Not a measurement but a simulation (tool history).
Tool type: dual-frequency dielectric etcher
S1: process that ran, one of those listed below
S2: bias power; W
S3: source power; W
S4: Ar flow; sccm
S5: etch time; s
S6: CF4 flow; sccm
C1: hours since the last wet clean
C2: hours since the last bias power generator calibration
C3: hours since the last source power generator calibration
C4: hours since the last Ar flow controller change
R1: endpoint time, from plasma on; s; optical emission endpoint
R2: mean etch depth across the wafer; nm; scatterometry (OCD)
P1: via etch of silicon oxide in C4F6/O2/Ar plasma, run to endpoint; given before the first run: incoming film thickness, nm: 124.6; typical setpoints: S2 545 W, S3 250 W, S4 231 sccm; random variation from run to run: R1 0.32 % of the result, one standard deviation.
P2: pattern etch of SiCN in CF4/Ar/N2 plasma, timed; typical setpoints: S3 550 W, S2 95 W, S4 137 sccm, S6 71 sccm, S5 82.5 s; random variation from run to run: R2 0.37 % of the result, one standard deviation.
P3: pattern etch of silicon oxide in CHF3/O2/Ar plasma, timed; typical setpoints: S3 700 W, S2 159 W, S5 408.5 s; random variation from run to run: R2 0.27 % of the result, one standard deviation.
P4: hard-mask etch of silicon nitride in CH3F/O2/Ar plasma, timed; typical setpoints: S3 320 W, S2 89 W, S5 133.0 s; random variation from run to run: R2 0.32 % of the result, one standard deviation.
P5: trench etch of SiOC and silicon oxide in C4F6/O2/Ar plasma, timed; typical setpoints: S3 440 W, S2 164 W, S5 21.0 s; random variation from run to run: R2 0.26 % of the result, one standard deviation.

run   hour  S1   S2   S3   S4     S5  S6     C1      C2      C3      C4      R1        R2
  1    7.8  P1  545  250  231             345.6  1857.0  1255.8   718.2  30.634
  2   14.8  P5  164  440        21.0      352.6  1864.0  1262.8   725.2            42.614
  3   23.4  P5  164  440        31.0      361.2  1872.6  1271.4   733.8            62.892
  4   33.6  P3  159  700       408.5      371.4  1882.8  1281.6   744.0           819.290
  5   38.7  P4   89  320       181.0      376.5  1887.9  1286.7   749.1           121.690
  6   46.9  P3  191  700       408.5      384.7  1896.1  1294.9   757.3           870.440
  7   53.1  P5  164  440        21.0      390.9  1902.3  1301.1   763.5            42.530
  8   62.9  P3  159  700       408.5      400.7  1912.1  1310.9   773.3           819.140
  9   71.7  P1  545  250  231             409.5  1920.9  1319.7   782.1  30.733
 10   82.6  P4   59  320       133.0      420.4  1931.8  1330.6   793.0            77.113
 11   92.5  P1  545  320  231             430.3  1941.7  1340.5   802.9  28.127
 12  100.1  P1  545  170  231             437.9  1949.3  1348.1   810.5  35.249
 13  106.6  P2   95  550   80   82.5  71  444.4  1955.8  1354.6   817.0            91.953
 14  114.7  P1  545  250  146             452.5  1963.9  1362.7   825.1  29.161
 15  123.6  P1  545  180  157             461.4  1972.8  1371.6   834.0  33.087
 16  129.7  P1  545  250  231             467.5  1978.9  1377.7   840.1  30.704
 17  137.9  P1  545  250  231             475.7  1987.1  1385.9   848.3  30.679
 18  143.1  P4   89  200       133.0      480.9  1992.3  1391.1   853.5            74.965
 19  151.4  P1  545  170  299             489.2  2000.6  1399.4   861.8  36.439
 20  157.5  P1  381  250  231             495.3  2006.7  1405.5   867.9  35.296
 21  167.6  P1  643  250  231             505.4  2016.8  1415.6   878.0  28.841
 22  178.4  P2   95  340  137   82.5  71  516.2  2027.6  1426.4   888.8            56.053
 23  189.2  P4   89  320       133.0      527.0  2038.4  1437.2   899.6            89.086
 24  199.3  P1  545  250  231             537.1  2048.5  1447.3   909.7  30.738
 25  208.3  P1  545  250  285             546.1  2057.5  1456.3   918.7  31.609
 26  213.5  P2   95  550  137   82.5  56  551.3  2062.7  1461.5   923.9            82.725
 27  222.7  P3  159  700       601.5      560.5  2071.9  1470.7   933.1          1206.400
 28  227.7  P2   95  550  137  104.0  71  565.5  2076.9  1475.7   938.1           108.250
 29  238.7  P5  115  440        21.0      576.5  2087.9  1486.7   949.1            38.470
 30  248.5  P1  545  250  231             586.3  2097.7  1496.5   958.9  30.721
 31  256.7  P5  164  620        21.0      594.5  2105.9  1504.7   967.1            48.766
 32  267.6  P2   68  550  137   82.5  71  605.4  2116.8  1515.6   978.0            75.648
 33  277.4  P3  159  420       408.5      615.2  2126.6  1525.4   987.8           671.640
 34  282.5  P2   95  550  137   82.5  71  620.3  2131.7  1530.5   992.9            85.289
 35  288.3  P1  545  250  231             626.1  2137.5  1536.3   998.7  30.766
 36  296.2  P1  545  250  231             634.0  2145.4  1544.2  1006.6  30.513
 37  305.1  P1  545  250  231             642.9  2154.3  1553.1  1015.5  30.378
 38  310.3  P1  545  250  231             648.1  2159.5  1558.3  1020.7  30.247
     313.7  -- Ar flow controller replaced
 39  316.0  P1  545  250  231             653.8  2165.2  1564.0     2.4  30.344
     318.8  -- wet clean of the chamber
 40  327.4  P1  545  250  231               8.7  2176.6  1575.4    13.8  30.296
 41  335.9  P1  545  250  231              17.2  2185.1  1583.9    22.3  30.365
 42  344.9  P1  545  250  231              26.2  2194.1  1592.9    31.3  30.190

The output of P1 has drifted from where it used to be. Each of the 2 causes below, taken at the size shown beside it, accounts for the log equally well:
A: source power that arrives over what is set, % = 4.51
B: bias power that arrives over what is set, % = 4.24
The drift started at roughly hour 288.3.
Other possible causes, and why each is ruled out:
chamber walls in a state that raises the etch rate, %: its service at hour 318.8 followed the start of the drift and did not put the process back to its old value
Ar flow that arrives under what is set, %: its service at hour 313.7 followed the start of the drift and did not put the process back to its old value

4 check runs are offered, each on 2 wafers whose results are averaged, their results left as question marks. Which one tells the causes apart?
check 1  353.9  P2   95  390  137   82.5  71                       ?
check 2  353.9  P3  159  450       408.5                           ?
check 3  353.9  P5  164  440        26.0                           ?
check 4  353.9  P4   75  320       169.5                           ?

What every check run would give for each of its results, assuming each possible cause in turn:
  check  result     if A     if B
check 1      R2   65.801   64.357
check 2      R2  704.030  701.960
check 3      R2   53.641   53.402
check 4      R2  108.830  108.620
Minimum pairwise separation of causes per check, each pair taken at its best-separating result: check 1 2.22 %; check 2 0.29 %; check 3 0.45 %; check 4 0.19 %
Of the check runs offered, only check 1 discriminates between the causes; the rest would read about the same regardless of which cause applies.

Then check 1 was run and gave: R2 64.277 nm. Which cause is it?

It is B: bias power that arrives over what is set, %.
